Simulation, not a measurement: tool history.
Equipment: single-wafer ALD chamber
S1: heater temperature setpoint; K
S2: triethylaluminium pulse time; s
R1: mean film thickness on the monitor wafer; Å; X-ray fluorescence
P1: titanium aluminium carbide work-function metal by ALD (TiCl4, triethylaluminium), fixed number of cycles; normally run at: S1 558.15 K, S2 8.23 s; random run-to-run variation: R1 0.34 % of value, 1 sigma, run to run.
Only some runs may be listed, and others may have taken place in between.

{"run": 1, "day": 0.133, "S1": 558.15, "S2": 8.23, "R1": 18.128}
{"run": 2, "day": 0.392, "S1": 558.15, "S2": 8.23, "R1": 18.307}
{"run": 3, "day": 0.596, "S1": 558.15, "S2": 3.22, "R1": 12.885}
{"run": 4, "day": 0.808, "S1": 558.15, "S2": 8.23, "R1": 18.189}
{"run": 5, "day": 1.046, "S1": 558.15, "S2": 8.23, "R1": 18.222}
{"run": 6, "day": 1.204, "S1": 535.15, "S2": 8.23, "R1": 16.446}
{"run": 7, "day": 1.433, "S1": 573.15, "S2": 8.23, "R1": 19.484}
{"run": 8, "day": 1.633, "S1": 558.15, "S2": 8.23, "R1": 18.195}
{"run": 9, "day": 1.888, "S1": 558.15, "S2": 8.23, "R1": 18.27}
{"run": 10, "day": 2.158, "S1": 540.15, "S2": 10.61, "R1": 17.259}
{"run": 11, "day": 2.321, "S1": 558.15, "S2": 8.23, "R1": 18.28}
{"run": 12, "day": 2.483, "S1": 558.15, "S2": 12.81, "R1": 19.168}
{"run": 13, "day": 2.642, "S1": 558.15, "S2": 8.23, "R1": 18.23}
{"run": 14, "day": 2.846, "S1": 558.15, "S2": 8.23, "R1": 18.093}
{"run": 15, "day": 3.058, "S1": 558.15, "S2": 8.23, "R1": 18.055}
{"run": 16, "day": 3.217, "S1": 558.15, "S2": 8.23, "R1": 18.132}
{"run": 17, "day": 3.4, "S1": 558.15, "S2": 8.23, "R1": 17.979}
{"run": 18, "day": 3.529, "S1": 558.15, "S2": 8.23, "R1": 17.859}
{"run": 19, "day": 3.758, "S1": 558.15, "S2": 8.23, "R1": 17.904}
{"run": 20, "day": 3.883, "S1": 558.15, "S2": 8.23, "R1": 17.89}

What does the tool deliver on the next run?
{"run": 21, "day": 4.121, "S1": 558.15, "S2": 8.23, "R1": "?"}

For run 21 the tool returned R1 17.81 Å.
